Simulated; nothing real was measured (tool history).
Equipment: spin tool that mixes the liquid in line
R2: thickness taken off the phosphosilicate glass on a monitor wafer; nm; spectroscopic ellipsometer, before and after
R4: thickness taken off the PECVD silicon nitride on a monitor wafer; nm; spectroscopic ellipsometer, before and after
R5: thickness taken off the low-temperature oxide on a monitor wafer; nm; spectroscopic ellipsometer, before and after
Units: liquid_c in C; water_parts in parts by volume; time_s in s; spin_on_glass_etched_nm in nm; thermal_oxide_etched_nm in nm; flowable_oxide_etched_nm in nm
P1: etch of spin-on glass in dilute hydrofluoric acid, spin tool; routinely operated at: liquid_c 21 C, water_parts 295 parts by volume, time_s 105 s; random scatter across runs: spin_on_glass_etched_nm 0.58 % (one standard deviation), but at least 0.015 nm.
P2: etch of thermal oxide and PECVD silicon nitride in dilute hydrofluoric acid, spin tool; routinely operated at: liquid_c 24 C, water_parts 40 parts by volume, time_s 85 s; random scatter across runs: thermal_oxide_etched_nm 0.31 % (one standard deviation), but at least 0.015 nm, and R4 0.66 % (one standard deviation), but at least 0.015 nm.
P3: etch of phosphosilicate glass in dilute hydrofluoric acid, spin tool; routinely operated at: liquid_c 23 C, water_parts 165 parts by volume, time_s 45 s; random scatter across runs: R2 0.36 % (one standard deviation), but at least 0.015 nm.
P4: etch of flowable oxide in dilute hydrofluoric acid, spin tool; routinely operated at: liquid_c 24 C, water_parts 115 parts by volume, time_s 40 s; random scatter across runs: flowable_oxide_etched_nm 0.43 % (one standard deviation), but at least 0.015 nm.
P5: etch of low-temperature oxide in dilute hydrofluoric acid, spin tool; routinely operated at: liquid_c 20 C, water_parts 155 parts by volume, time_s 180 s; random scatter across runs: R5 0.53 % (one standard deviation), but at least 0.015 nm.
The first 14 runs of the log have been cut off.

run 15 hour=187 | process=P3 liquid_c=19 water_parts=165 time_s=45 | R2=19.111
run 16 hour=199.3 | process=P1 liquid_c=21 water_parts=295 time_s=200 | spin_on_glass_etched_nm=18.39
run 17 hour=207.5 | process=P1 liquid_c=17 water_parts=295 time_s=185 | spin_on_glass_etched_nm=14.436
run 18 hour=223.4 | process=P1 liquid_c=21 water_parts=190 time_s=200 | spin_on_glass_etched_nm=31.237
run 19 hour=232 | process=P1 liquid_c=21 water_parts=295 time_s=105 | spin_on_glass_etched_nm=9.6004
run 20 hour=244.3 | process=P3 liquid_c=23 water_parts=165 time_s=15 | R2=7.4144
run 21 hour=254.7 | process=P5 liquid_c=20 water_parts=155 time_s=180 | R5=33.494
run 22 hour=268.4 | process=P5 liquid_c=17 water_parts=155 time_s=180 | R5=29.63
run 23 hour=283.8 | process=P5 liquid_c=20 water_parts=155 time_s=180 | R5=33.105
run 24 hour=291.8 | process=P2 liquid_c=24 water_parts=40 time_s=85 | thermal_oxide_etched_nm=11.536 R4=3.5594
run 25 hour=305 | process=P2 liquid_c=24 water_parts=20 time_s=85 | thermal_oxide_etched_nm=23.694 R4=7.0747
run 26 hour=315.1 | process=P2 liquid_c=24 water_parts=40 time_s=85 | thermal_oxide_etched_nm=11.582 R4=3.5934
run 27 hour=329.3 | process=P1 liquid_c=21 water_parts=185 time_s=105 | spin_on_glass_etched_nm=16.796
run 28 hour=346.2 | process=P1 liquid_c=17 water_parts=295 time_s=105 | spin_on_glass_etched_nm=8.1984
run 29 hour=356.2 | process=P4 liquid_c=24 water_parts=115 time_s=40 | flowable_oxide_etched_nm=17.842
run 30 hour=371.5 | process=P5 liquid_c=20 water_parts=245 time_s=180 | R5=19.136
run 31 hour=384.3 | process=P4 liquid_c=17 water_parts=115 time_s=40 | flowable_oxide_etched_nm=13.46
run 32 hour=400.1 | process=P4 liquid_c=24 water_parts=115 time_s=75 | flowable_oxide_etched_nm=33.208
run 33 hour=407.8 | process=P3 liquid_c=23 water_parts=165 time_s=45 | R2=22.207
run 34 hour=420.2 | process=P1 liquid_c=21 water_parts=295 time_s=105 | spin_on_glass_etched_nm=9.5276
run 35 hour=436 | process=P1 liquid_c=21 water_parts=295 time_s=105 | spin_on_glass_etched_nm=9.2758
run 36 hour=453.4 | process=P1 liquid_c=21 water_parts=295 time_s=105 | spin_on_glass_etched_nm=9.009
run 37 hour=464.2 | process=P1 liquid_c=21 water_parts=295 time_s=105 | spin_on_glass_etched_nm=9.0161
run 38 hour=472.8 | process=P1 liquid_c=21 water_parts=295 time_s=105 | spin_on_glass_etched_nm=8.9268
run 39 hour=488.4 | process=P1 liquid_c=21 water_parts=295 time_s=105 | spin_on_glass_etched_nm=8.9055

Estimate the outcome of run 40 from the log above:
run 40 hour=497.9 | process=P1 liquid_c=21 water_parts=295 time_s=105 | spin_on_glass_etched_nm=?

{"run 40": {"spin_on_glass_etched_nm": 8.8527}}

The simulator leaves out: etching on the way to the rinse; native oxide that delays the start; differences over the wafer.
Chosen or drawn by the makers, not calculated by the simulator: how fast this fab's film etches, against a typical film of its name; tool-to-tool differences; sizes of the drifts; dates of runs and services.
